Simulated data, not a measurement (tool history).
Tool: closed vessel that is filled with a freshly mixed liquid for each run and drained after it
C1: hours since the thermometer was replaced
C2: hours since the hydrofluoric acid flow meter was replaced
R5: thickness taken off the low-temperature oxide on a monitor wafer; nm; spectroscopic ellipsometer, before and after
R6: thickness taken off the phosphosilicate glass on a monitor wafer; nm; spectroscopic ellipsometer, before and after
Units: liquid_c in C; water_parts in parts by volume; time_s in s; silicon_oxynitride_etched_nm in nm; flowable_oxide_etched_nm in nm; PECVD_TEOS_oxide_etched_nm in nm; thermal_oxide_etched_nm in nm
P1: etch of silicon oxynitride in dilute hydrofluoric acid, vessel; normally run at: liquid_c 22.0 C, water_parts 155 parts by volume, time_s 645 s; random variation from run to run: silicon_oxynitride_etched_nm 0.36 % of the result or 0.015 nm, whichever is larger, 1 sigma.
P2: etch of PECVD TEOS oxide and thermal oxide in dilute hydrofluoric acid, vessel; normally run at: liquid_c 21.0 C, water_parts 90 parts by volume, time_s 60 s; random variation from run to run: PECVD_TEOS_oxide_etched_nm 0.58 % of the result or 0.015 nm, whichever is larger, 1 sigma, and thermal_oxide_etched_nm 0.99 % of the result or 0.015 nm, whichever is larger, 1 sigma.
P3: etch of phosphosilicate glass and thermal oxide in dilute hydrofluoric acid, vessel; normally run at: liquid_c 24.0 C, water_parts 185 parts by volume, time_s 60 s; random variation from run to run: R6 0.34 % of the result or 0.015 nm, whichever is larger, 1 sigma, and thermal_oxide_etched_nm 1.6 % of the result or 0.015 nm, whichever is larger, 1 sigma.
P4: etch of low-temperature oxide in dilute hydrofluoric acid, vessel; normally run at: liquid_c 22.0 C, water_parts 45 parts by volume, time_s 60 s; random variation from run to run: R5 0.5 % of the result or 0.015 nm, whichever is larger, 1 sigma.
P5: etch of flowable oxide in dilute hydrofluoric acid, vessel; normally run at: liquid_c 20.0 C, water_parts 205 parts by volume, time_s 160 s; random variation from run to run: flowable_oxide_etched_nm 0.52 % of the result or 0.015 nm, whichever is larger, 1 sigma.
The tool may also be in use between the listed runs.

{"run": 1, "day": 0.354, "process": "P1", "liquid_c": 22.0, "water_parts": 155, "time_s": 645, "C1": 1061.2, "C2": 1298.8, "silicon_oxynitride_etched_nm": 7.5362}
{"run": 2, "day": 0.85, "process": "P5", "liquid_c": 20.0, "water_parts": 205, "time_s": 160, "C1": 1073.1, "C2": 1310.7, "flowable_oxide_etched_nm": 18.19}
{"run": 3, "day": 1.35, "process": "P2", "liquid_c": 26.5, "water_parts": 90, "time_s": 60, "C1": 1085.1, "C2": 1322.7, "PECVD_TEOS_oxide_etched_nm": 15.967, "thermal_oxide_etched_nm": 3.3984}
{"run": 4, "day": 1.862, "process": "P4", "liquid_c": 29.5, "water_parts": 45, "time_s": 60, "C1": 1097.4, "C2": 1335.0, "R5": 25.424}
{"run": 5, "day": 2.225, "process": "P3", "liquid_c": 24.0, "water_parts": 185, "time_s": 60, "C1": 1106.1, "C2": 1343.7, "thermal_oxide_etched_nm": 1.4465, "R6": 33.998}
{"run": 6, "day": 2.662, "process": "P3", "liquid_c": 24.0, "water_parts": 185, "time_s": 105, "C1": 1116.6, "C2": 1354.2, "thermal_oxide_etched_nm": 2.5678, "R6": 59.742}
{"run": 7, "day": 3.275, "process": "P3", "liquid_c": 32.0, "water_parts": 185, "time_s": 60, "C1": 1131.3, "C2": 1368.9, "thermal_oxide_etched_nm": 1.9159, "R6": 45.005}
{"run": 8, "day": 3.862, "process": "P4", "liquid_c": 22.0, "water_parts": 45, "time_s": 60, "C1": 1145.4, "C2": 1383.0, "R5": 18.681}
{"run": 9, "day": 4.379, "process": "P1", "liquid_c": 22.0, "water_parts": 155, "time_s": 65, "C1": 1157.8, "C2": 1395.4, "silicon_oxynitride_etched_nm": 0.78279}
{"run": 10, "day": 4.771, "process": "P5", "liquid_c": 20.0, "water_parts": 205, "time_s": 160, "C1": 1167.2, "C2": 1404.8, "flowable_oxide_etched_nm": 17.889}
{"run": 11, "day": 5.125, "process": "P1", "liquid_c": 17.5, "water_parts": 155, "time_s": 645, "C1": 1175.7, "C2": 1413.3, "silicon_oxynitride_etched_nm": 6.0814}
{"run": 12, "day": 5.554, "process": "P1", "liquid_c": 22.0, "water_parts": 240, "time_s": 940, "C1": 1186.0, "C2": 1423.6, "silicon_oxynitride_etched_nm": 6.6769}
{"run": 13, "day": 6.054, "process": "P4", "liquid_c": 22.0, "water_parts": 45, "time_s": 60, "C1": 1198.0, "C2": 1435.6, "R5": 18.548}
{"run": 14, "day": 6.679, "process": "P1", "liquid_c": 22.0, "water_parts": 155, "time_s": 645, "C1": 1213.0, "C2": 1450.6, "silicon_oxynitride_etched_nm": 7.5326}
{"run": 15, "day": 7.15, "process": "P2", "liquid_c": 21.0, "water_parts": 20, "time_s": 60, "C1": 1224.3, "C2": 1461.9, "PECVD_TEOS_oxide_etched_nm": 62.865, "thermal_oxide_etched_nm": 13.114}
{"run": 16, "day": 7.704, "process": "P5", "liquid_c": 20.0, "water_parts": 75, "time_s": 160, "C1": 1237.6, "C2": 1475.2, "flowable_oxide_etched_nm": 57.009}
{"run": 17, "day": 8.112, "process": "P2", "liquid_c": 21.0, "water_parts": 90, "time_s": 105, "C1": 1247.4, "C2": 1485.0, "PECVD_TEOS_oxide_etched_nm": 22.505, "thermal_oxide_etched_nm": 4.7511}
{"run": 18, "day": 8.479, "process": "P1", "liquid_c": 22.0, "water_parts": 270, "time_s": 645, "C1": 1256.2, "C2": 1493.8, "silicon_oxynitride_etched_nm": 4.0053}
{"run": 19, "day": 9.008, "process": "P3", "liquid_c": 24.0, "water_parts": 305, "time_s": 60, "C1": 1268.9, "C2": 1506.5, "thermal_oxide_etched_nm": 0.78041, "R6": 18.286}
{"run": 20, "day": 9.504, "process": "P2", "liquid_c": 21.0, "water_parts": 90, "time_s": 60, "C1": 1280.8, "C2": 1518.4, "PECVD_TEOS_oxide_etched_nm": 12.658, "thermal_oxide_etched_nm": 2.6849}
{"run": 21, "day": 9.925, "process": "P1", "liquid_c": 22.0, "water_parts": 155, "time_s": 1210, "C1": 1290.9, "C2": 1528.5, "silicon_oxynitride_etched_nm": 14.09}
{"run": 22, "day": 10.312, "process": "P4", "liquid_c": 22.0, "water_parts": 45, "time_s": 90, "C1": 1300.2, "C2": 1537.8, "R5": 27.856}
{"run": 23, "day": 10.646, "process": "P1", "liquid_c": 22.0, "water_parts": 155, "time_s": 645, "C1": 1308.2, "C2": 1545.8, "silicon_oxynitride_etched_nm": 7.5111}
{"run": 24, "day": 11.008, "process": "P1", "liquid_c": 22.0, "water_parts": 60, "time_s": 645, "C1": 1316.9, "C2": 1554.5, "silicon_oxynitride_etched_nm": 20.742}
{"run": 25, "day": 11.592, "process": "P4", "liquid_c": 22.0, "water_parts": 70, "time_s": 60, "C1": 1330.9, "C2": 1568.5, "R5": 11.613}
{"run": 26, "day": 11.983, "process": "P5", "liquid_c": 17.0, "water_parts": 205, "time_s": 160, "C1": 1340.3, "C2": 1577.9, "flowable_oxide_etched_nm": 16.136}
{"run": 27, "day": 12.312, "process": "P5", "liquid_c": 20.0, "water_parts": 205, "time_s": 295, "C1": 1348.2, "C2": 1585.8, "flowable_oxide_etched_nm": 33.479}
{"run": 28, "day": 12.612, "process": "P1", "liquid_c": 22.0, "water_parts": 155, "time_s": 645, "C1": 1355.4, "C2": 1593.0, "silicon_oxynitride_etched_nm": 7.5024}
{"run": 29, "day": 13.229, "process": "P3", "liquid_c": 24.0, "water_parts": 185, "time_s": 60, "C1": 1370.2, "C2": 1607.8, "thermal_oxide_etched_nm": 1.4519, "R6": 34.12}
{"run": 30, "day": 13.796, "process": "P1", "liquid_c": 22.0, "water_parts": 155, "time_s": 645, "C1": 1383.8, "C2": 1621.4, "silicon_oxynitride_etched_nm": 7.4989}
{"run": 31, "day": 14.354, "process": "P1", "liquid_c": 30.0, "water_parts": 155, "time_s": 645, "C1": 1397.2, "C2": 1634.8, "silicon_oxynitride_etched_nm": 10.716}
{"run": 32, "day": 14.717, "process": "P1", "liquid_c": 22.0, "water_parts": 155, "time_s": 645, "C1": 1405.9, "C2": 1643.5, "silicon_oxynitride_etched_nm": 7.5603}
{"run": 33, "day": 15.183, "process": "P1", "liquid_c": 22.0, "water_parts": 155, "time_s": 645, "C1": 1417.1, "C2": 1654.7, "silicon_oxynitride_etched_nm": 7.5197}
{"run": 34, "day": 15.504, "process": "P1", "liquid_c": 22.0, "water_parts": 155, "time_s": 645, "C1": 1424.8, "C2": 1662.4, "silicon_oxynitride_etched_nm": 7.7248}
{"run": 35, "day": 15.796, "process": "P1", "liquid_c": 22.0, "water_parts": 155, "time_s": 645, "C1": 1431.8, "C2": 1669.4, "silicon_oxynitride_etched_nm": 7.9016}
{"run": 36, "day": 16.221, "process": "P1", "liquid_c": 22.0, "water_parts": 155, "time_s": 645, "C1": 1442.0, "C2": 1679.6, "silicon_oxynitride_etched_nm": 8.0954}
{"run": 37, "day": 16.671, "process": "P1", "liquid_c": 22.0, "water_parts": 155, "time_s": 645, "C1": 1452.8, "C2": 1690.4, "silicon_oxynitride_etched_nm": 8.1435}
{"run": 38, "day": 17.288, "process": "P1", "liquid_c": 22.0, "water_parts": 155, "time_s": 645, "C1": 1467.6, "C2": 1705.2, "silicon_oxynitride_etched_nm": 8.1858}
{"run": 39, "day": 17.621, "process": "P1", "liquid_c": 22.0, "water_parts": 155, "time_s": 645, "C1": 1475.6, "C2": 1713.2, "silicon_oxynitride_etched_nm": 8.2402}
{"run": 40, "day": 17.971, "process": "P1", "liquid_c": 22.0, "water_parts": 155, "time_s": 645, "C1": 1484.0, "C2": 1721.6, "silicon_oxynitride_etched_nm": 8.2797}
{"run": 41, "day": 18.392, "process": "P1", "liquid_c": 22.0, "water_parts": 155, "time_s": 645, "C1": 1494.1, "C2": 1731.7, "silicon_oxynitride_etched_nm": 8.2458}

What P1 gives has crept away from where it was. These 2 causes fit the log equally well, each at the size given:
A: hydrofluoric acid flow above the setpoint (%) = 9.1
B: liquid hotter than its thermometer reads (K) = 2.1
The creep began at about day 15.183.

4 check runs are offered, one wafer each, their results left as question marks. Which one tells the causes apart?
{"run": "check 1", "day": 18.812, "process": "P2", "liquid_c": 21.0, "water_parts": 30, "time_s": 95, "PECVD_TEOS_oxide_etched_nm": "?", "thermal_oxide_etched_nm": "?"}
{"run": "check 2", "day": 18.812, "process": "P5", "liquid_c": 20.0, "water_parts": 85, "time_s": 160, "flowable_oxide_etched_nm": "?"}
{"run": "check 3", "day": 18.812, "process": "P3", "liquid_c": 24.0, "water_parts": 305, "time_s": 60, "thermal_oxide_etched_nm": "?", "R6": "?"}
{"run": "check 4", "day": 18.812, "process": "P4", "liquid_c": 22.0, "water_parts": 65, "time_s": 60, "R5": "?"}

What each check would give under each cause:
check=check_1 result=PECVD_TEOS_oxide_etched_nm if_A=71.695 if_B=71.626
check=check_1 result=thermal_oxide_etched_nm if_A=15.03500 if_B=15.02100
check=check_2 result=flowable_oxide_etched_nm if_A=54.438 if_B=53.954
check=check_3 result=thermal_oxide_etched_nm if_A=0.86783 if_B=0.83359
check=check_3 result=R6 if_A=20.441 if_B=19.634
check=check_4 result=R5 if_A=13.852 if_B=13.746
How far apart the two closest causes lie, in the result that separates them most: check 1 0.1 %; check 2 0.89 %; check 3 4.03 %; check 4 0.77 %
Only check 3 tells the causes apart: in the others they would give nearly the same result.

Then check 3 was run and gave: thermal_oxide_etched_nm 0.84855 nm; R6 20.473 nm. Which cause is it?

It is A: hydrofluoric acid flow above the setpoint (%).

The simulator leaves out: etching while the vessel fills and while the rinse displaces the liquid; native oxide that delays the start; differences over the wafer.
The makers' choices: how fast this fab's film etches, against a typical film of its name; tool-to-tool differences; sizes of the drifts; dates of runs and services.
